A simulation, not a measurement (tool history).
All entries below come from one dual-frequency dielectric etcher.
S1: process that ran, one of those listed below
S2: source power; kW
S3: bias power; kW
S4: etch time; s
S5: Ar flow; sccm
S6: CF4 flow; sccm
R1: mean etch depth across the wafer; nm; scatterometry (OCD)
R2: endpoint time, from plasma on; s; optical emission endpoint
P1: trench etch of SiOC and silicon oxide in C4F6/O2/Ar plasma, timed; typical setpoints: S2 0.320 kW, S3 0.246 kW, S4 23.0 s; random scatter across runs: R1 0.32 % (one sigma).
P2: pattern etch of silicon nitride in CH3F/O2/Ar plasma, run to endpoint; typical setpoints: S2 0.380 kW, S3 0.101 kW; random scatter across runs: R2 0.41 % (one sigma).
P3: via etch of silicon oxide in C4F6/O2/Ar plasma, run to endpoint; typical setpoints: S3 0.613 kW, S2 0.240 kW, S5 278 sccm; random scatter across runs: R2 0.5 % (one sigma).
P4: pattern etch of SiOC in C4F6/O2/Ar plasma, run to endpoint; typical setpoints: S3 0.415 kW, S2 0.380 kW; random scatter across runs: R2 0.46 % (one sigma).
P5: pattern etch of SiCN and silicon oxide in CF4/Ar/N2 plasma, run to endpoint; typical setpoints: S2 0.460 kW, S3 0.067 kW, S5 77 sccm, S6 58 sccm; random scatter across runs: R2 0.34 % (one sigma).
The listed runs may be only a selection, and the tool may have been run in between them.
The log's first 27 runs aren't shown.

{"run": 28, "hour": 372.5, "S1": "P1", "S2": 0.32, "S3": 0.333, "S4": 23.0, "R1": 52.807}
{"run": 29, "hour": 385.5, "S1": "P3", "S2": 0.24, "S3": 0.613, "S5": 343, "R2": 17.293}
{"run": 30, "hour": 402.2, "S1": "P4", "S2": 0.38, "S3": 0.415, "R2": 17.681}
{"run": 31, "hour": 413.9, "S1": "P1", "S2": 0.32, "S3": 0.246, "S4": 23.0, "R1": 47.443}
{"run": 32, "hour": 423.8, "S1": "P1", "S2": 0.32, "S3": 0.246, "S4": 23.0, "R1": 47.242}
{"run": 33, "hour": 442.0, "S1": "P1", "S2": 0.32, "S3": 0.246, "S4": 23.0, "R1": 46.913}
{"run": 34, "hour": 454.3, "S1": "P1", "S2": 0.32, "S3": 0.246, "S4": 23.0, "R1": 46.948}
{"run": 35, "hour": 470.8, "S1": "P1", "S2": 0.32, "S3": 0.246, "S4": 23.0, "R1": 47.079}
{"run": 36, "hour": 479.6, "S1": "P1", "S2": 0.32, "S3": 0.246, "S4": 23.0, "R1": 46.939}
{"run": 37, "hour": 496.1, "S1": "P1", "S2": 0.32, "S3": 0.246, "S4": 23.0, "R1": 46.486}
{"hour": 511.2, "done": "wet clean of the chamber"}
{"run": 38, "hour": 514.7, "S1": "P1", "S2": 0.32, "S3": 0.246, "S4": 23.0, "R1": 46.413}

Run 39, settings as shown, results not yet in. Your forecast:
{"run": 39, "hour": 530.3, "S1": "P1", "S2": 0.32, "S3": 0.246, "S4": 23.0, "R1": "?"}

R1: 46.700 nm
